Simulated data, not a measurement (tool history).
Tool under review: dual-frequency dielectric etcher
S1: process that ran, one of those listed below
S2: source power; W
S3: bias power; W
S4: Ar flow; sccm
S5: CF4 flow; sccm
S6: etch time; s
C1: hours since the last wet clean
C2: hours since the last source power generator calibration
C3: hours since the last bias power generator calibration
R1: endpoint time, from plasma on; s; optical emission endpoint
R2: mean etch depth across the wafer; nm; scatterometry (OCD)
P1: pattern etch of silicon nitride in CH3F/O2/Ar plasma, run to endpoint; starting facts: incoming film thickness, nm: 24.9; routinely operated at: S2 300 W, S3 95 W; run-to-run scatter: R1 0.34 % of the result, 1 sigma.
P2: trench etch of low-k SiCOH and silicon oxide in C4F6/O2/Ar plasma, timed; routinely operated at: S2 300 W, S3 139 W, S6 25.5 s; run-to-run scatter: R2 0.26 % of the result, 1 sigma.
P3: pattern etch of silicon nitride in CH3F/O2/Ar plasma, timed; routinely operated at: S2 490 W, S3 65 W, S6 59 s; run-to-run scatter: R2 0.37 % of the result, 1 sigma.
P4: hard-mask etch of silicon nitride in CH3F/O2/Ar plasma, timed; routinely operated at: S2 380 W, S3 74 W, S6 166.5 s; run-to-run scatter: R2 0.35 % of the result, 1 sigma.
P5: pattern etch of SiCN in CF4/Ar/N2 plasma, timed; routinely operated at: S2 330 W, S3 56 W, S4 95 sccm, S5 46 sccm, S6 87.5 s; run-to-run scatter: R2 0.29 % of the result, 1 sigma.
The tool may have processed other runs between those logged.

run 1 hour=3.3 | S1=P1 S2=300 S3=95 | C1=55.7 C2=749.4 C3=2778.4 | R1=38.093
run 2 hour=6.7 | S1=P1 S2=300 S3=75 | C1=59.1 C2=752.8 C3=2781.8 | R1=41.419
run 3 hour=10.4 | S1=P5 S2=220 S3=56 S4=95 S5=46 S6=87.5 | C1=62.8 C2=756.5 C3=2785.5 | R2=35.14
run 4 hour=13.8 | S1=P1 S2=410 S3=111 | C1=66.2 C2=759.9 C3=2788.9 | R1=32.059
run 5 hour=17 | S1=P3 S2=660 S3=65 S6=59 | C1=69.4 C2=763.1 C3=2792.1 | R2=48.134
run 6 hour=23.2 | S1=P5 S2=330 S3=56 S4=95 S5=57 S6=87.5 | C1=75.6 C2=769.3 C3=2798.3 | R2=52.125
run 7 hour=28 | S1=P4 S2=380 S3=74 S6=99.5 | C1=80.4 C2=774.1 C3=2803.1 | R2=69.846
run 8 hour=31.9 | S1=P1 S2=410 S3=61 | C1=84.3 C2=778 C3=2807 | R1=39.41
run 9 hour=38 | S1=P1 S2=300 S3=95 | C1=90.4 C2=784.1 C3=2813.1 | R1=38.014
run 10 hour=42.9 | S1=P4 S2=380 S3=74 S6=166.5 | C1=95.3 C2=789 C3=2818 | R2=116.94
run 11 hour=47.3 | S1=P1 S2=410 S3=95 | C1=99.7 C2=793.4 C3=2822.4 | R1=33.761
run 12 hour=52.7 | S1=P1 S2=170 S3=95 | C1=105.1 C2=798.8 C3=2827.8 | R1=46.848
run 13 hour=59.5 | S1=P3 S2=490 S3=65 S6=59 | C1=111.9 C2=805.6 C3=2834.6 | R2=43.214
run 14 hour=63.9 | S1=P2 S2=300 S3=139 S6=34.5 | C1=116.3 C2=810 C3=2839 | R2=88.621
run 15 hour=70.5 | S1=P4 S2=380 S3=74 S6=166.5 | C1=122.9 C2=816.6 C3=2845.6 | R2=116.97
run 16 hour=75.1 | S1=P5 S2=330 S3=56 S4=134 S5=46 S6=87.5 | C1=127.5 C2=821.2 C3=2850.2 | R2=47.451
run 17 hour=80.5 | S1=P3 S2=490 S3=38 S6=59 | C1=132.9 C2=826.6 C3=2855.6 | R2=36.444
run 18 hour=87.2 | S1=P1 S2=240 S3=63 | C1=139.6 C2=833.3 C3=2862.3 | R1=47.528
run 19 hour=90.5 | S1=P1 S2=300 S3=95 | C1=142.9 C2=836.6 C3=2865.6 | R1=37.867
run 20 hour=95.8 | S1=P5 S2=330 S3=56 S4=95 S5=46 S6=87.5 | C1=148.2 C2=841.9 C3=2870.9 | R2=50.21
run 21 hour=102.4 | S1=P5 S2=330 S3=56 S4=95 S5=46 S6=87.5 | C1=154.8 C2=848.5 C3=2877.5 | R2=50.26
run 22 hour=107.4 | S1=P4 S2=260 S3=74 S6=166.5 | C1=159.8 C2=853.5 C3=2882.5 | R2=101.16
run 23 hour=112 | S1=P4 S2=380 S3=46 S6=166.5 | C1=164.4 C2=858.1 C3=2887.1 | R2=99.868
run 24 hour=115.4 | S1=P5 S2=330 S3=36 S4=95 S5=46 S6=87.5 | C1=167.8 C2=861.5 C3=2890.5 | R2=43.101
run 25 hour=120.9 | S1=P1 S2=300 S3=95 | C1=173.3 C2=867 C3=2896 | R1=37.927
run 26 hour=125.1 | S1=P2 S2=190 S3=139 S6=25.5 | C1=177.5 C2=871.2 C3=2900.2 | R2=54.692
run 27 hour=128.4 | S1=P2 S2=300 S3=139 S6=25.5 | C1=180.8 C2=874.5 C3=2903.5 | R2=65.664
run 28 hour=133.3 | S1=P3 S2=490 S3=65 S6=59 | C1=185.7 C2=879.4 C3=2908.4 | R2=43.016
run 29 hour=139.5 | S1=P1 S2=300 S3=95 | C1=191.9 C2=885.6 C3=2914.6 | R1=38.033
run 30 hour=145.1 | S1=P1 S2=300 S3=120 | C1=197.5 C2=891.2 C3=2920.2 | R1=34.666
run 31 hour=148.9 | S1=P2 S2=300 S3=180 S6=25.5 | C1=201.3 C2=895 C3=2924 | R2=70.797
run 32 hour=155.3 | S1=P2 S2=300 S3=139 S6=25.5 | C1=207.7 C2=901.4 C3=2930.4 | R2=65.625
run 33 hour=159.2 | S1=P5 S2=330 S3=56 S4=95 S5=46 S6=48 | C1=211.6 C2=905.3 C3=2934.3 | R2=27.464
run 34 hour=165.7 | S1=P3 S2=490 S3=65 S6=32.5 | C1=218.1 C2=911.8 C3=2940.8 | R2=23.787
run 35 hour=171.1 | S1=P1 S2=300 S3=95 | C1=223.5 C2=917.2 C3=2946.2 | R1=38.22
run 36 hour=175.3 | S1=P1 S2=300 S3=95 | C1=227.7 C2=921.4 C3=2950.4 | R1=38.527
run 37 hour=181.6 | S1=P1 S2=300 S3=95 | C1=234 C2=927.7 C3=2956.7 | R1=38.455
run 38 hour=185.5 | S1=P1 S2=300 S3=95 | C1=237.9 C2=931.6 C3=2960.6 | R1=38.372
run 39 hour=192.3 | S1=P1 S2=300 S3=95 | C1=244.7 C2=938.4 C3=2967.4 | R1=38.525
run 40 hour=196.3 | S1=P1 S2=300 S3=95 | C1=248.7 C2=942.4 C3=2971.4 | R1=38.796
-- hour=196.5 wet clean of the chamber
run 41 hour=201.8 | S1=P1 S2=300 S3=95 | C1=5.3 C2=947.9 C3=2976.9 | R1=38.454
run 42 hour=205.8 | S1=P1 S2=300 S3=95 | C1=9.3 C2=951.9 C3=2980.9 | R1=38.439

What P1 gives has crept away from where it was. These 2 causes fit the log equally well, each at the size given:
A: source power that arrives under what is set, % = 4.52
B: bias power that arrives under what is set, % = 4.55
The creep began at about hour 171.1.
Every other cause this tool's parts could produce, and why it does not fit the log:
chamber walls in a state that lowers the etch rate, %: serviced after onset, at hour 196.5, with no recovery of the prior output

Of the 4 check runs listed below, each run on one wafer and each result written as a question mark, which would let you distinguish the listed causes because they would give clearly different results?
run check 1 hour=209.8 | S1=P5 S2=330 S3=56 S4=120 S5=46 S6=51.5 | R2=?
run check 2 hour=209.8 | S1=P3 S2=490 S3=44 S6=59 | R2=?
run check 3 hour=209.8 | S1=P4 S2=380 S3=74 S6=108.5 | R2=?
run check 4 hour=209.8 | S1=P2 S2=210 S3=139 S6=25.5 | R2=?

Expected result of each check under each candidate cause:
check=check_1 result=R2 if_A=27.273 if_B=27.906
check=check_2 result=R2 if_A=37.315 if_B=37.488
check=check_3 result=R2 if_A=74.484 if_B=74.59
check=check_4 result=R2 if_A=55.821 if_B=56.017
Distance between the nearest two causes, measured in the result of the check that separates them most: check 1 2.29 %; check 2 0.46 %; check 3 0.14 %; check 4 0.35 %
Only check 1 tells the causes apart: in the others they would give nearly the same result.

Here is what check 1 returned: R2 27.275 nm. Which cause is it?

A is the cause: source power that arrives under what is set, %.

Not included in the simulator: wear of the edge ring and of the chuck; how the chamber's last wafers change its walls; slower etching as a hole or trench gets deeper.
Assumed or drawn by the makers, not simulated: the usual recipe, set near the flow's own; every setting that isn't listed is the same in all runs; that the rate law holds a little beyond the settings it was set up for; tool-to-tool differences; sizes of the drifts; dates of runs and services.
